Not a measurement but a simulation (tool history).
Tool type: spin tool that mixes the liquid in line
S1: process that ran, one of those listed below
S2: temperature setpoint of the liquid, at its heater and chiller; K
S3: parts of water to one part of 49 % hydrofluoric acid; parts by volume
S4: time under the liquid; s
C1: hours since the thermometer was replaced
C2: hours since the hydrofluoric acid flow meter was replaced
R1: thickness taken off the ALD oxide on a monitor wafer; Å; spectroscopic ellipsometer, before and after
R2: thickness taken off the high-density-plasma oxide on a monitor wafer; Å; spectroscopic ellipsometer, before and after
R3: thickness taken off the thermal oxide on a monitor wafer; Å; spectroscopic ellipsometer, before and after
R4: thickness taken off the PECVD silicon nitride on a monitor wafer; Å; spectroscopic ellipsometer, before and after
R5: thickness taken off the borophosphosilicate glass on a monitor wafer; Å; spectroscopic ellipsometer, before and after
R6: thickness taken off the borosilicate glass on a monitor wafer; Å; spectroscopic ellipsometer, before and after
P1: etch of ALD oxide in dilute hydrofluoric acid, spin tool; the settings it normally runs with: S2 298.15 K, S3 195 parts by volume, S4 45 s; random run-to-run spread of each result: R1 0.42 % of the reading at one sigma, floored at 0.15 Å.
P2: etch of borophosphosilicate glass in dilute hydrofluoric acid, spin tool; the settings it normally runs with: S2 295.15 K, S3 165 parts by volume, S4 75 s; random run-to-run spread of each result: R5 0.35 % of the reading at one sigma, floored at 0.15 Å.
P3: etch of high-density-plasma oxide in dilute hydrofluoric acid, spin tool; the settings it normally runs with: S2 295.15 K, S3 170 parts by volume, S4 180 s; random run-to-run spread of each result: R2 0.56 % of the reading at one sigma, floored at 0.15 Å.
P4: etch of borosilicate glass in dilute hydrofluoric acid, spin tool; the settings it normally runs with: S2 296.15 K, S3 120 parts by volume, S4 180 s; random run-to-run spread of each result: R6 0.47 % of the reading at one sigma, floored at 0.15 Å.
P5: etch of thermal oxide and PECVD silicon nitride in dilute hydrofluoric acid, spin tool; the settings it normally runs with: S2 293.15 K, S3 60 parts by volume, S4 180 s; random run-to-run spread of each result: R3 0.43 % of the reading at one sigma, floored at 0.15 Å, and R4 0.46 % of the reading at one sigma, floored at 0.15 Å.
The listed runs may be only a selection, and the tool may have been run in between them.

| run | day | S1 | S2 | S3 | S4 | C1 | C2 | R1 | R2 | R3 | R4 | R5 | R6 |
|---|---|---|---|---|---|---|---|---|---|---|---|---|---|
| 1 | 0.192 | P1 | 298.15 | 195 | 45 | 620 | 831.6 | 64.931 |  |  |  |  |  |
| 2 | 0.55 | P3 | 295.15 | 170 | 180 | 628.6 | 840.2 |  | 98.597 |  |  |  |  |
| 3 | 0.8 | P1 | 306.15 | 85 | 45 | 634.6 | 846.2 | 229.6 |  |  |  |  |  |
| 4 | 0.975 | P1 | 292.15 | 345 | 45 | 638.8 | 850.4 | 25.479 |  |  |  |  |  |
| 5 | 1.15 | P3 | 300.65 | 170 | 180 | 643 | 854.6 |  | 121.28 |  |  |  |  |
| 6 | 1.504 | P5 | 293.15 | 60 | 180 | 651.5 | 863.1 |  |  | 128.53 | 61.489 |  |  |
| 7 | 1.75 | P1 | 298.15 | 195 | 45 | 657.4 | 869 | 64.473 |  |  |  |  |  |
| 8 | 1.967 | P2 | 295.15 | 165 | 15 | 662.6 | 874.2 |  |  |  |  | 40.101 |  |
| 9 | 2.142 | P1 | 298.15 | 75 | 80 | 666.8 | 878.4 | 342.41 |  |  |  |  |  |
| 10 | 2.512 | P4 | 300.15 | 120 | 180 | 675.7 | 887.3 |  |  |  |  |  | 327.82 |
| 11 | 2.8 | P3 | 295.15 | 45 | 180 | 682.6 | 894.2 |  | 430.97 |  |  |  |  |
| 12 | 3.054 | P5 | 293.15 | 25 | 180 | 688.7 | 900.3 |  |  | 320.75 | 143.12 |  |  |
| 13 | 3.35 | P4 | 296.15 | 120 | 180 | 695.8 | 907.4 |  |  |  |  |  | 281.17 |
| 14 | 3.638 | P2 | 295.15 | 165 | 75 | 702.7 | 914.3 |  |  |  |  | 199.94 |  |
| 15 | 3.838 | P5 | 293.15 | 60 | 35 | 707.5 | 919.1 |  |  | 24.685 | 11.842 |  |  |
| 16 | 4.067 | P4 | 296.15 | 120 | 180 | 713 | 924.6 |  |  |  |  |  | 281.51 |
| 17 | 4.317 | P1 | 298.15 | 70 | 45 | 719 | 930.6 | 207.92 |  |  |  |  |  |
| 18 | 4.521 | P5 | 290.15 | 60 | 180 | 723.9 | 935.5 |  |  | 112.41 | 50.008 |  |  |
| 19 | 4.729 | P1 | 298.15 | 195 | 75 | 728.9 | 940.5 | 106.86 |  |  |  |  |  |
| 20 | 4.912 | P1 | 298.15 | 195 | 45 | 733.3 | 944.9 | 63.898 |  |  |  |  |  |
| 21 | 5.288 | P4 | 296.15 | 30 | 180 | 742.3 | 953.9 |  |  |  |  |  | 1263.3 |
| 22 | 5.667 | P1 | 298.15 | 335 | 45 | 751.4 | 963 | 32.485 |  |  |  |  |  |
| 23 | 6.033 | P3 | 295.15 | 170 | 40 | 760.2 | 971.8 |  | 22.191 |  |  |  |  |
| 24 | 6.233 | P3 | 295.15 | 170 | 180 | 765 | 976.6 |  | 97.974 |  |  |  |  |
| 25 | 6.475 | P2 | 295.15 | 245 | 75 | 770.8 | 982.4 |  |  |  |  | 125.17 |  |
| 26 | 6.717 | P4 | 296.15 | 120 | 55 | 776.6 | 988.2 |  |  |  |  |  | 85.661 |
| 27 | 6.896 | P5 | 293.15 | 60 | 180 | 780.9 | 992.5 |  |  | 127.52 | 61.471 |  |  |
| 28 | 7.292 | P1 | 304.65 | 195 | 45 | 790.4 | 1002 | 80.894 |  |  |  |  |  |
| 29 | 7.467 | P1 | 298.15 | 195 | 15 | 794.6 | 1006.2 | 21.569 |  |  |  |  |  |
| 30 | 7.646 | P2 | 290.15 | 165 | 75 | 798.9 | 1010.5 |  |  |  |  | 164.36 |  |
| 31 | 7.896 | P1 | 292.15 | 195 | 45 | 804.9 | 1016.5 | 51.582 |  |  |  |  |  |
| 32 | 8.246 | P1 | 298.15 | 195 | 45 | 813.3 | 1024.9 | 64.184 |  |  |  |  |  |
| 33 | 8.575 | P1 | 298.15 | 195 | 45 | 821.2 | 1032.8 | 64.323 |  |  |  |  |  |
| 34 | 8.942 | P1 | 298.15 | 195 | 45 | 830 | 1041.6 | 62.397 |  |  |  |  |  |
| 35 | 9.188 | P1 | 298.15 | 195 | 45 | 835.9 | 1047.5 | 62.107 |  |  |  |  |  |
| 36 | 9.433 | P1 | 298.15 | 195 | 45 | 841.8 | 1053.4 | 61.348 |  |  |  |  |  |
| 37 | 9.767 | P1 | 298.15 | 195 | 45 | 849.8 | 1061.4 | 60.778 |  |  |  |  |  |
| 38 | 10.075 | P1 | 298.15 | 195 | 45 | 857.2 | 1068.8 | 60.242 |  |  |  |  |  |
| 39 | 10.358 | P1 | 298.15 | 195 | 45 | 864 | 1075.6 | 60.52 |  |  |  |  |  |
| 40 | 10.729 | P1 | 298.15 | 195 | 45 | 872.9 | 1084.5 | 60.243 |  |  |  |  |  |

Run 41, settings as shown, results not yet in. Your forecast:
| 41 | 10.983 | P1 | 298.15 | 195 | 45 | 879 | 1090.6 | ? |  |  |  |  |  |

{"run 41": {"R1": 60.743}}

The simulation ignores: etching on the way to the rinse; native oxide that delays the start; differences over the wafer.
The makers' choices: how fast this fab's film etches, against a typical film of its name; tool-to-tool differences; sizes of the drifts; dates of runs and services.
